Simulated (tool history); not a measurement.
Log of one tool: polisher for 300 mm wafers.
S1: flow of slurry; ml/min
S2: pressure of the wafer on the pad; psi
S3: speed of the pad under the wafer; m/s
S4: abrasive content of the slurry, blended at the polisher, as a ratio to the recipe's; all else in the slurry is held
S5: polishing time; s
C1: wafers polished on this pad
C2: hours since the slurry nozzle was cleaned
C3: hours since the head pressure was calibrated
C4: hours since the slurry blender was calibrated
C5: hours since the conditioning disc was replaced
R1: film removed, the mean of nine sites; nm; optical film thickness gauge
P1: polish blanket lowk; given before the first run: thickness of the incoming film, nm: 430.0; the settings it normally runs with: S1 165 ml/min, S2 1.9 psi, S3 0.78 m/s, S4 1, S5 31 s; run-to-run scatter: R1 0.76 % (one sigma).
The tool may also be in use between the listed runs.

run 1 day=0.167 | S1=165 S2=1.9 S3=0.78 S4=1 S5=31 | C1=300 C2=314.3 C3=602.3 C4=360.2 C5=353 | R1=9.3756
run 2 day=0.479 | S1=165 S2=1.9 S3=0.78 S4=0.55 S5=31 | C1=373 C2=321.8 C3=609.8 C4=367.7 C5=360.5 | R1=6.6764
run 3 day=0.638 | S1=165 S2=2.6 S3=0.78 S4=1 S5=31 | C1=410 C2=325.6 C3=613.6 C4=371.5 C5=364.3 | R1=12.574
run 4 day=0.783 | S1=165 S2=1.9 S3=0.78 S4=1 S5=31 | C1=444 C2=329.1 C3=617.1 C4=375 C5=367.8 | R1=9.1743
run 5 day=1.017 | S1=165 S2=1.9 S3=0.78 S4=1.4 S5=22 | C1=499 C2=334.7 C3=622.7 C4=380.6 C5=373.4 | R1=7.5348
run 6 day=1.25 | S1=165 S2=1.9 S3=0.78 S4=1 S5=31 | C1=553 C2=340.3 C3=628.3 C4=386.2 C5=379 | R1=9.4571
run 7 day=1.488 | S1=165 S2=1.9 S3=0.78 S4=1 S5=31 | C1=609 C2=346 C3=634 C4=391.9 C5=384.7 | R1=9.2053
run 8 day=1.642 | S1=165 S2=1.9 S3=0.78 S4=1 S5=14 | C1=645 C2=349.7 C3=637.7 C4=395.6 C5=388.4 | R1=4.1767
-- day=1.8 conditioning disc replaced and pad reconditioned
run 9 day=1.833 | S1=165 S2=1.9 S3=0.78 S4=1 S5=31 | C1=689 C2=354.3 C3=642.3 C4=400.2 C5=0.9 | R1=9.209
run 10 day=2.017 | S1=165 S2=0.9 S3=1.08 S4=1 S5=31 | C1=732 C2=358.7 C3=646.7 C4=404.6 C5=5.3 | R1=5.7511
-- day=2.038 worn pad replaced by a new one
run 11 day=2.204 | S1=165 S2=1.9 S3=1.22 S4=1 S5=31 | C1=39 C2=363.2 C3=651.2 C4=409.1 C5=9.8 | R1=13.034
run 12 day=2.521 | S1=100 S2=1.9 S3=0.78 S4=1 S5=31 | C1=113 C2=370.8 C3=658.8 C4=416.7 C5=17.4 | R1=8.3562
run 13 day=2.667 | S1=165 S2=1.9 S3=0.36 S4=1 S5=31 | C1=147 C2=374.3 C3=662.3 C4=420.2 C5=20.9 | R1=5.014
run 14 day=2.892 | S1=165 S2=1.9 S3=0.78 S4=1 S5=41 | C1=200 C2=379.7 C3=667.7 C4=425.6 C5=26.3 | R1=12.286
run 15 day=3.208 | S1=215 S2=1.9 S3=0.78 S4=1 S5=45 | C1=274 C2=387.3 C3=675.3 C4=433.2 C5=33.9 | R1=13.912
run 16 day=3.462 | S1=165 S2=1.9 S3=0.78 S4=1 S5=31 | C1=333 C2=393.4 C3=681.4 C4=439.3 C5=40 | R1=9.3158
run 17 day=3.721 | S1=230 S2=1.9 S3=0.78 S4=1 S5=31 | C1=393 C2=399.6 C3=687.6 C4=445.5 C5=46.2 | R1=9.7753
run 18 day=4 | S1=165 S2=1.9 S3=0.78 S4=1.35 S5=31 | C1=458 C2=406.3 C3=694.3 C4=452.2 C5=52.9 | R1=10.379
run 19 day=4.25 | S1=165 S2=0.9 S3=0.78 S4=1 S5=31 | C1=517 C2=412.3 C3=700.3 C4=458.2 C5=58.9 | R1=4.4205
run 20 day=4.4 | S1=165 S2=1.9 S3=0.78 S4=1 S5=31 | C1=552 C2=415.9 C3=703.9 C4=461.8 C5=62.5 | R1=9.3821
run 21 day=4.704 | S1=165 S2=1.9 S3=0.78 S4=1 S5=31 | C1=623 C2=423.2 C3=711.2 C4=469.1 C5=69.8 | R1=8.9473
run 22 day=4.929 | S1=165 S2=1.9 S3=0.78 S4=1 S5=31 | C1=675 C2=428.6 C3=716.6 C4=474.5 C5=75.2 | R1=8.7097
run 23 day=5.15 | S1=165 S2=1.9 S3=0.78 S4=1 S5=31 | C1=727 C2=433.9 C3=721.9 C4=479.8 C5=80.5 | R1=8.6445
-- day=5.367 conditioning disc replaced and pad reconditioned
run 24 day=5.446 | S1=165 S2=1.9 S3=0.78 S4=1 S5=31 | C1=796 C2=441 C3=729 C4=486.9 C5=2 | R1=8.4092

Expected results for the next run?
-- day=5.642 slurry nozzle cleaned
-- day=5.721 worn pad replaced by a new one
run 25 day=5.767 | S1=165 S2=1.9 S3=0.78 S4=1 S5=31 | C1=11 C2=3 C3=736.7 C4=494.6 C5=9.7 | R1=?

{"run 25": {"R1": 8.6241}}
